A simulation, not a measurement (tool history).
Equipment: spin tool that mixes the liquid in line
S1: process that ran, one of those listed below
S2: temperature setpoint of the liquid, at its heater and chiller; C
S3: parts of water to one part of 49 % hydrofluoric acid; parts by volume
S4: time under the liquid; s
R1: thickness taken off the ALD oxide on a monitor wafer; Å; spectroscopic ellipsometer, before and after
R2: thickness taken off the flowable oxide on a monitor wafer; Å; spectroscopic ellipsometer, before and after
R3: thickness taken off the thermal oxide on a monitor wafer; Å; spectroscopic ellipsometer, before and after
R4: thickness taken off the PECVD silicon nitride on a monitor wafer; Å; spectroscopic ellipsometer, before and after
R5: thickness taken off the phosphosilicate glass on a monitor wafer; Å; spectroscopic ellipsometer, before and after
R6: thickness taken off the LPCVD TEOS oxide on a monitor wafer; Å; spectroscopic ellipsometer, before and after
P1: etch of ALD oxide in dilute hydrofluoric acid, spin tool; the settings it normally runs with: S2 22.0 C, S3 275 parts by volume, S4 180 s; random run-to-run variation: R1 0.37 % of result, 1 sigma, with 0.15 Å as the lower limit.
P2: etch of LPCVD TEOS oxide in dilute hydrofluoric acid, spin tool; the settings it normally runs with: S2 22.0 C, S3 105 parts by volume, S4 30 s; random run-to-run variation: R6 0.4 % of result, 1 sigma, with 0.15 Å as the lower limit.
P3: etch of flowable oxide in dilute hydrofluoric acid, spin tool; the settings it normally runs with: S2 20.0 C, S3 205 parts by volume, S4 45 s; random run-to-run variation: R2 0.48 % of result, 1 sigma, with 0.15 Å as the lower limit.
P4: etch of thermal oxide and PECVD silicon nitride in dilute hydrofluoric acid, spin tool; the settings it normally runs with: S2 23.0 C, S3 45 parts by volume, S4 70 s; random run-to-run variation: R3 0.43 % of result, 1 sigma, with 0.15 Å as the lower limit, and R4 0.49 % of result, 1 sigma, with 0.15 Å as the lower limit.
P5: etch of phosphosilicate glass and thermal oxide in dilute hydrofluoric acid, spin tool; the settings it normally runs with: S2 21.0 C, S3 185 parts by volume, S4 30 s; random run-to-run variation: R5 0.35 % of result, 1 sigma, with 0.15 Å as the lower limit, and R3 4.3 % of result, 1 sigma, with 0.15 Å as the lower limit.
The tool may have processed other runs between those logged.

run,day,S1,S2,S3,S4,R1,R2,R3,R4,R5,R6
1,0.246,P1,22.0,275,180,127.000,,,,,
2,0.567,P1,22.0,275,180,126.500,,,,,
3,0.862,P3,26.0,205,45,,104.930,,,,
4,1.167,P1,17.0,275,180,106.900,,,,,
5,1.338,P1,17.5,275,350,210.350,,,,,
6,1.662,P4,23.0,45,70,,,79.7490,47.666,,
7,2.038,P1,22.0,425,180,71.768,,,,,
8,2.392,P5,21.0,270,30,,,4.0568,,166.32,
9,2.612,P2,17.0,105,30,,,,,,93.854
10,2.796,P1,22.0,275,180,127.120,,,,,
11,2.967,P3,20.0,205,45,,83.976,,,,
12,3.229,P1,26.0,275,80,65.089,,,,,
13,3.500,P4,18.0,45,70,,,64.1190,33.656,,
14,3.733,P3,20.0,60,45,,334.740,,,,
15,3.929,P1,22.0,275,180,126.760,,,,,
16,4.183,P2,22.0,105,30,,,,,,114.560
17,4.567,P1,22.0,125,180,328.690,,,,,
18,4.950,P2,22.0,105,55,,,,,,208.580
19,5.208,P1,22.0,275,180,127.700,,,,,
20,5.379,P5,21.0,185,55,,,12.0680,,485.62,
21,5.754,P2,22.0,190,30,,,,,,57.441
22,6.050,P1,22.0,165,335,439.570,,,,,
23,6.408,P3,20.0,205,45,,83.029,,,,
24,6.608,P2,22.0,105,30,,,,,,113.460
25,6.942,P4,23.0,20,70,,,185.6300,102.950,,
26,7.279,P4,23.0,45,125,,,142.6000,84.332,,
27,7.617,P1,22.0,275,180,127.330,,,,,
28,7.942,P1,22.0,275,310,220.910,,,,,
29,8.167,P5,28.0,185,30,,,7.9137,,344.66,
30,8.546,P1,22.0,275,95,67.123,,,,,
31,8.862,P1,22.0,275,180,127.080,,,,,
32,9.083,P3,20.0,205,15,,28.228,,,,
33,9.254,P5,21.0,185,30,,,7.1253,,264.63,
34,9.600,P1,27.0,275,180,151.870,,,,,
35,9.892,P1,22.0,275,180,126.970,,,,,
36,10.071,P1,22.0,275,180,124.970,,,,,
37,10.267,P1,22.0,275,180,124.070,,,,,
38,10.633,P1,22.0,275,180,121.420,,,,,
39,10.992,P1,22.0,275,180,120.310,,,,,
40,11.267,P1,22.0,275,180,120.300,,,,,
41,11.646,P1,22.0,275,180,120.790,,,,,
42,11.971,P1,22.0,275,180,120.850,,,,,
43,12.204,P1,22.0,275,180,119.390,,,,,
44,12.508,P1,22.0,275,180,119.370,,,,,
45,12.788,P1,22.0,275,180,118.850,,,,,

What P1 gives has crept away from where it was. These 2 causes fit the log equally well, each at the size given:
A: hydrofluoric acid flow below the setpoint (%) = 4.77
B: liquid colder than its thermometer reads (K) = 1.7
At approximately day 9.892, the process output began to creep.

Below are 4 check runs, each on a single wafer, with their results shown as question marks. Which of them would tell the listed causes apart, meaning the causes would give clearly different results under it?
check 1,13.067,P2,22.0,150,30,,,,,,?
check 2,13.067,P4,23.0,20,125,,,?,?,,
check 3,13.067,P5,25.5,185,40,,,?,,?,
check 4,13.067,P3,20.0,205,20,,?,,,,

If the cause were each of the candidates in turn, the checks would give the following:
check,result,if A,if B
check 1,R6,71.652,70.948
check 2,R3,314.9400,307.9000
check 2,R4,176.670,164.470
check 3,R3,9.3663,9.3318
check 3,R5,394.24,392.79
check 4,R2,35.108,34.856
Distance between the nearest two causes, measured in the result of the check that separates them most: check 1 0.99 %; check 2 7.16 %; check 3 0.37 %; check 4 0.72 %
The other checks would show nearly matching results whichever cause is true, so check 2 is the only one that separates the causes.

The results of check 2 are: R3 315.3800 Å; R4 175.860 Å. Based on these, which of the listed causes is it?

A is the cause: hydrofluoric acid flow below the setpoint (%).

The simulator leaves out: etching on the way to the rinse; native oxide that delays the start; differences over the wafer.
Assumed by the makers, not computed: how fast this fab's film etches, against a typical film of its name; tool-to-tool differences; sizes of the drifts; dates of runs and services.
